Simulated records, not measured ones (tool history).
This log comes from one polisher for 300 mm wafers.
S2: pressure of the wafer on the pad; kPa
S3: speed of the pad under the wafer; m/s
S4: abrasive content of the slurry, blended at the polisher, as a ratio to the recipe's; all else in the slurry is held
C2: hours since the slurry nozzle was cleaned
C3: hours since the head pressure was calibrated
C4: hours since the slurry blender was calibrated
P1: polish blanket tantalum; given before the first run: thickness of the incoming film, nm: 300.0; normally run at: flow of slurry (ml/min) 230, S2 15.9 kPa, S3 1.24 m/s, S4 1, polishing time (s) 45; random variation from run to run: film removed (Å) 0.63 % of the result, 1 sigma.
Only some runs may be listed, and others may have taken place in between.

{"run": 1, "hour": 9.1, "flow of slurry (ml/min)": 230, "S2": 15.9, "S3": 1.24, "S4": 1, "polishing time (s)": 45, "wafers polished on this pad": 671, "C2": 372.7, "C3": 410, "C4": 230.7, "film removed (Å)": 1245.5}
{"run": 2, "hour": 17.9, "flow of slurry (ml/min)": 230, "S2": 15.9, "S3": 1.24, "S4": 1, "polishing time (s)": 70, "wafers polished on this pad": 795, "C2": 381.5, "C3": 418.8, "C4": 239.5, "film removed (Å)": 1950.9}
{"run": 3, "hour": 25.6, "flow of slurry (ml/min)": 230, "S2": 15.9, "S3": 1.24, "S4": 1, "polishing time (s)": 45, "wafers polished on this pad": 904, "C2": 389.2, "C3": 426.5, "C4": 247.2, "film removed (Å)": 1256.7}
{"run": 4, "hour": 36.4, "flow of slurry (ml/min)": 160, "S2": 15.9, "S3": 1.24, "S4": 1, "polishing time (s)": 45, "wafers polished on this pad": 1056, "C2": 400, "C3": 437.3, "C4": 258, "film removed (Å)": 1186.9}
{"hour": 38.0, "done": "head pressure recalibrated"}
{"hour": 39.1, "done": "slurry blender recalibrated"}
{"run": 5, "hour": 43.8, "flow of slurry (ml/min)": 230, "S2": 15.9, "S3": 1.24, "S4": 1, "polishing time (s)": 45, "wafers polished on this pad": 1161, "C2": 407.4, "C3": 5.9, "C4": 4.7, "film removed (Å)": 1255.5}
{"run": 6, "hour": 56.7, "flow of slurry (ml/min)": 350, "S2": 15.9, "S3": 1.24, "S4": 1, "polishing time (s)": 45, "wafers polished on this pad": 1343, "C2": 420.3, "C3": 18.8, "C4": 17.6, "film removed (Å)": 1307.8}
{"run": 7, "hour": 68.6, "flow of slurry (ml/min)": 230, "S2": 15.9, "S3": 1.98, "S4": 1, "polishing time (s)": 45, "wafers polished on this pad": 1511, "C2": 432.2, "C3": 30.7, "C4": 29.5, "film removed (Å)": 2009.4}
{"run": 8, "hour": 79.8, "flow of slurry (ml/min)": 230, "S2": 15.9, "S3": 1.24, "S4": 1, "polishing time (s)": 31, "wafers polished on this pad": 1669, "C2": 443.4, "C3": 41.9, "C4": 40.7, "film removed (Å)": 859.45}
{"run": 9, "hour": 94.1, "flow of slurry (ml/min)": 230, "S2": 15.9, "S3": 1.24, "S4": 1.5, "polishing time (s)": 45, "wafers polished on this pad": 1871, "C2": 457.7, "C3": 56.2, "C4": 55, "film removed (Å)": 1377.1}
{"run": 10, "hour": 104.3, "flow of slurry (ml/min)": 230, "S2": 9, "S3": 1.24, "S4": 1, "polishing time (s)": 45, "wafers polished on this pad": 2015, "C2": 467.9, "C3": 66.4, "C4": 65.2, "film removed (Å)": 711.84}
{"run": 11, "hour": 113.2, "flow of slurry (ml/min)": 230, "S2": 15.9, "S3": 0.92, "S4": 1.2, "polishing time (s)": 45, "wafers polished on this pad": 2140, "C2": 476.8, "C3": 75.3, "C4": 74.1, "film removed (Å)": 984.52}
{"run": 12, "hour": 120.9, "flow of slurry (ml/min)": 230, "S2": 15.9, "S3": 1.24, "S4": 0.55, "polishing time (s)": 45, "wafers polished on this pad": 2249, "C2": 484.5, "C3": 83, "C4": 81.8, "film removed (Å)": 1011.1}
{"run": 13, "hour": 134.9, "flow of slurry (ml/min)": 230, "S2": 15.9, "S3": 1.24, "S4": 1, "polishing time (s)": 45, "wafers polished on this pad": 2446, "C2": 498.5, "C3": 97, "C4": 95.8, "film removed (Å)": 1242.5}
{"run": 14, "hour": 142.0, "flow of slurry (ml/min)": 230, "S2": 15.9, "S3": 0.7, "S4": 1, "polishing time (s)": 45, "wafers polished on this pad": 2547, "C2": 505.6, "C3": 104.1, "C4": 102.9, "film removed (Å)": 708.37}
{"run": 15, "hour": 152.7, "flow of slurry (ml/min)": 230, "S2": 15.9, "S3": 1.24, "S4": 1, "polishing time (s)": 45, "wafers polished on this pad": 2698, "C2": 516.3, "C3": 114.8, "C4": 113.6, "film removed (Å)": 1254}
{"run": 16, "hour": 166.9, "flow of slurry (ml/min)": 230, "S2": 24.8, "S3": 1.24, "S4": 1, "polishing time (s)": 45, "wafers polished on this pad": 2898, "C2": 530.5, "C3": 129, "C4": 127.8, "film removed (Å)": 1972}
{"run": 17, "hour": 177.1, "flow of slurry (ml/min)": 140, "S2": 15.9, "S3": 1.24, "S4": 1, "polishing time (s)": 66, "wafers polished on this pad": 3042, "C2": 540.7, "C3": 139.2, "C4": 138, "film removed (Å)": 1725.9}

What does the tool deliver on the next run?
{"run": 18, "hour": 185.9, "flow of slurry (ml/min)": 230, "S2": 15.9, "S3": 1.24, "S4": 1, "polishing time (s)": 45, "wafers polished on this pad": 3166, "C2": 549.5, "C3": 148, "C4": 146.8, "film removed (Å)": "?"}

{"run 18": {"film removed (Å)": 1268}}

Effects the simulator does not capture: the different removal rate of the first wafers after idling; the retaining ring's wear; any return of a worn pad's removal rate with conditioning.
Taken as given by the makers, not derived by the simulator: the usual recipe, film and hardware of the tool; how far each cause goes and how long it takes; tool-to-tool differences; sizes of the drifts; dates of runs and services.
